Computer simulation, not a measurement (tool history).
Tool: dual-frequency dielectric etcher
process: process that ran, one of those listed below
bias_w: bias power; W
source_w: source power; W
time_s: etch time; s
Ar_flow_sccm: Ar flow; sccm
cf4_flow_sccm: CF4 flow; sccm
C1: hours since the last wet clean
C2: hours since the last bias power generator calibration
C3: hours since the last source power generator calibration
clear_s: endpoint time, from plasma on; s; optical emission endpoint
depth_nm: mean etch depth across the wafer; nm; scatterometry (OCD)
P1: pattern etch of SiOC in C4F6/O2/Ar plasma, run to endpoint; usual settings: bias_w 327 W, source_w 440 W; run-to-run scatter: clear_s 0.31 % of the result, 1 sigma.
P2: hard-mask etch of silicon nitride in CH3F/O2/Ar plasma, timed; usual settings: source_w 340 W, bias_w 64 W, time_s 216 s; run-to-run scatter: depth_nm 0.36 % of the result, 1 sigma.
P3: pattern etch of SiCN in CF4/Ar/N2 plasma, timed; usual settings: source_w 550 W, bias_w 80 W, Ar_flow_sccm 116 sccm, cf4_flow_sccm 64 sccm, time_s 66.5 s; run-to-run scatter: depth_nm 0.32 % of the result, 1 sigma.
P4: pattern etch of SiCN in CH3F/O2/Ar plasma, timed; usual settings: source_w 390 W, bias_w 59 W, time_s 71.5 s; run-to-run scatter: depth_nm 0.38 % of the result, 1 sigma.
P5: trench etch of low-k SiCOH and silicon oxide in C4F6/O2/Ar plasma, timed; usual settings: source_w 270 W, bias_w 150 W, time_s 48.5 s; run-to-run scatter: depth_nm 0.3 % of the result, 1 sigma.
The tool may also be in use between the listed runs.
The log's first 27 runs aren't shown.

run 28 day=15.662 | process=P2 bias_w=64 source_w=340 time_s=216 | C1=247.1 C2=2220.4 C3=187 | depth_nm=138.64
run 29 day=16.288 | process=P3 bias_w=80 source_w=550 time_s=87.5 Ar_flow_sccm=116 cf4_flow_sccm=64 | C1=262.1 C2=2235.4 C3=202 | depth_nm=92.686
run 30 day=16.838 | process=P2 bias_w=77 source_w=340 time_s=216 | C1=275.3 C2=2248.6 C3=215.2 | depth_nm=147.31
run 31 day=17.567 | process=P1 bias_w=327 source_w=440 | C1=292.8 C2=2266.1 C3=232.7 | clear_s=10.704
run 32 day=18.162 | process=P1 bias_w=327 source_w=440 | C1=307.1 C2=2280.4 C3=247 | clear_s=10.717
run 33 day=18.567 | process=P1 bias_w=327 source_w=440 | C1=316.8 C2=2290.1 C3=256.7 | clear_s=10.596
run 34 day=18.908 | process=P1 bias_w=327 source_w=440 | C1=325 C2=2298.3 C3=264.9 | clear_s=10.644
run 35 day=19.512 | process=P1 bias_w=327 source_w=440 | C1=339.5 C2=2312.8 C3=279.4 | clear_s=10.505
-- day=19.692 wet clean of the chamber
run 36 day=20.075 | process=P1 bias_w=327 source_w=440 | C1=9.2 C2=2326.3 C3=292.9 | clear_s=10.536
run 37 day=20.425 | process=P1 bias_w=327 source_w=440 | C1=17.6 C2=2334.7 C3=301.3 | clear_s=10.524

The next listed run, before its measurement:
run 38 day=20.767 | process=P1 bias_w=327 source_w=440 | C1=25.8 C2=2342.9 C3=309.5 | clear_s=?

{"run 38": {"clear_s": 10.519}}

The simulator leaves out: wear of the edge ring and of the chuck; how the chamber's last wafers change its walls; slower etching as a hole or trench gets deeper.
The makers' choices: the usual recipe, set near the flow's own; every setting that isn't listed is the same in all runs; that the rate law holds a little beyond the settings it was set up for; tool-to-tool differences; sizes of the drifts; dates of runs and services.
